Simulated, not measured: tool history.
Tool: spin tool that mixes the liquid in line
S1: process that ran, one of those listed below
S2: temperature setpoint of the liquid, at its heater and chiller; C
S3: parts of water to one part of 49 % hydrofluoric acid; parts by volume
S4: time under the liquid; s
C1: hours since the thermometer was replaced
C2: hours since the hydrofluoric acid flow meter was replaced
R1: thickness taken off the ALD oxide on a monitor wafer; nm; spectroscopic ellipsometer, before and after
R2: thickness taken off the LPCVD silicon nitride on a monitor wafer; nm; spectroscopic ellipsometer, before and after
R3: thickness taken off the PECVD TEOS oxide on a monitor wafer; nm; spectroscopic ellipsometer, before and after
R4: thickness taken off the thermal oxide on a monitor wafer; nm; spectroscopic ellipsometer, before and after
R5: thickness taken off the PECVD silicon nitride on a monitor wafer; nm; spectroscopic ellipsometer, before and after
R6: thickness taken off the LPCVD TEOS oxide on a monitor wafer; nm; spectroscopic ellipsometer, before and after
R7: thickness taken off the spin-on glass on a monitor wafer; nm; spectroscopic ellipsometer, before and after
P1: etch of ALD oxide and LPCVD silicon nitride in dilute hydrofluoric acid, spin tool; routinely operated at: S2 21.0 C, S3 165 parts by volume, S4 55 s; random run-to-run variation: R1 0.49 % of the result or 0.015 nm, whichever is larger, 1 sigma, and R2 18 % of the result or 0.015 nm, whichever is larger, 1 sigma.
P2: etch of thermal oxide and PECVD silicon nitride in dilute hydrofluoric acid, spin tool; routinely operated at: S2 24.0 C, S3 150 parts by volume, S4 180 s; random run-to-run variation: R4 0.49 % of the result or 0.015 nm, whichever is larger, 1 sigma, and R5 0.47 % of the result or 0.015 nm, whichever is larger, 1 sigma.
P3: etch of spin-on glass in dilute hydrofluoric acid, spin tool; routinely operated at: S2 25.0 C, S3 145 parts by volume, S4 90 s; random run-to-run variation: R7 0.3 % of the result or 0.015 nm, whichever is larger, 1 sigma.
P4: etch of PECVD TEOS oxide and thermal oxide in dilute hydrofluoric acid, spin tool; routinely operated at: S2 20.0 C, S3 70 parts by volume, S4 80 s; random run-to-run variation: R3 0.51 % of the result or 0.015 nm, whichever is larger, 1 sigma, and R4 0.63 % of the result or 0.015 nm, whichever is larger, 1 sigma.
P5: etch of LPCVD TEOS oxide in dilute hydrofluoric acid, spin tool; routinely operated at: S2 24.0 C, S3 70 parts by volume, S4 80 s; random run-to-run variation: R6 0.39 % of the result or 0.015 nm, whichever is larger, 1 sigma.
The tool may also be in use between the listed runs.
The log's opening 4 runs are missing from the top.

run 5 day=2.796 | S1=P1 S2=21.0 S3=165 S4=15 | C1=489.1 C2=683.6 | R1=1.2422 R2=0.029696
run 6 day=3.512 | S1=P2 S2=24.0 S3=150 S4=180 | C1=506.3 C2=700.8 | R4=5.3415 R5=4.5598
run 7 day=4.146 | S1=P2 S2=24.0 S3=150 S4=180 | C1=521.5 C2=716.0 | R4=5.4440 R5=4.6125
run 8 day=4.854 | S1=P1 S2=21.0 S3=165 S4=55 | C1=538.5 C2=733.0 | R1=4.5700 R2=0.103520
run 9 day=5.529 | S1=P4 S2=26.0 S3=70 S4=80 | C1=554.7 C2=749.2 | R3=12.8360 R4=6.1899
run 10 day=5.967 | S1=P1 S2=21.0 S3=95 S4=55 | C1=565.2 C2=759.7 | R1=8.5724 R2=0.144000
run 11 day=6.642 | S1=P5 S2=24.0 S3=70 S4=15 | C1=581.4 C2=775.9 | R6=3.9268
run 12 day=7.175 | S1=P1 S2=25.0 S3=165 S4=55 | C1=594.2 C2=788.7 | R1=5.3435 R2=0.140780
run 13 day=7.825 | S1=P1 S2=21.0 S3=165 S4=55 | C1=609.8 C2=804.3 | R1=4.5642 R2=0.114950
run 14 day=8.508 | S1=P1 S2=17.0 S3=165 S4=55 | C1=626.2 C2=820.7 | R1=3.8981 R2=0.113100
run 15 day=9.146 | S1=P5 S2=24.0 S3=105 S4=80 | C1=641.5 C2=836.0 | R6=13.3230
run 16 day=9.729 | S1=P4 S2=20.0 S3=20 S4=80 | C1=655.5 C2=850.0 | R3=37.3940 R4=18.0230
run 17 day=10.358 | S1=P5 S2=19.5 S3=70 S4=80 | C1=670.6 C2=865.1 | R6=17.2680
run 18 day=11.125 | S1=P4 S2=20.0 S3=70 S4=80 | C1=689.0 C2=883.5 | R3=10.0490 R4=4.8680
run 19 day=11.550 | S1=P3 S2=25.0 S3=250 S4=90 | C1=699.2 C2=893.7 | R7=15.255
run 20 day=12.133 | S1=P3 S2=25.0 S3=145 S4=160 | C1=713.2 C2=907.7 | R7=52.486
run 21 day=12.742 | S1=P1 S2=21.0 S3=275 S4=55 | C1=727.8 C2=922.3 | R1=2.4610 R2=0.044699
run 22 day=13.117 | S1=P2 S2=24.0 S3=55 S4=180 | C1=736.8 C2=931.3 | R4=16.5660 R5=12.4700
run 23 day=13.867 | S1=P3 S2=19.0 S3=145 S4=90 | C1=754.8 C2=949.3 | R7=23.618

Expected results for the next run?
run 24 day=14.354 | S1=P5 S2=24.0 S3=70 S4=80 | C1=766.5 C2=961.0 | R6=?

Run 24 came out at R6 20.9620 nm.

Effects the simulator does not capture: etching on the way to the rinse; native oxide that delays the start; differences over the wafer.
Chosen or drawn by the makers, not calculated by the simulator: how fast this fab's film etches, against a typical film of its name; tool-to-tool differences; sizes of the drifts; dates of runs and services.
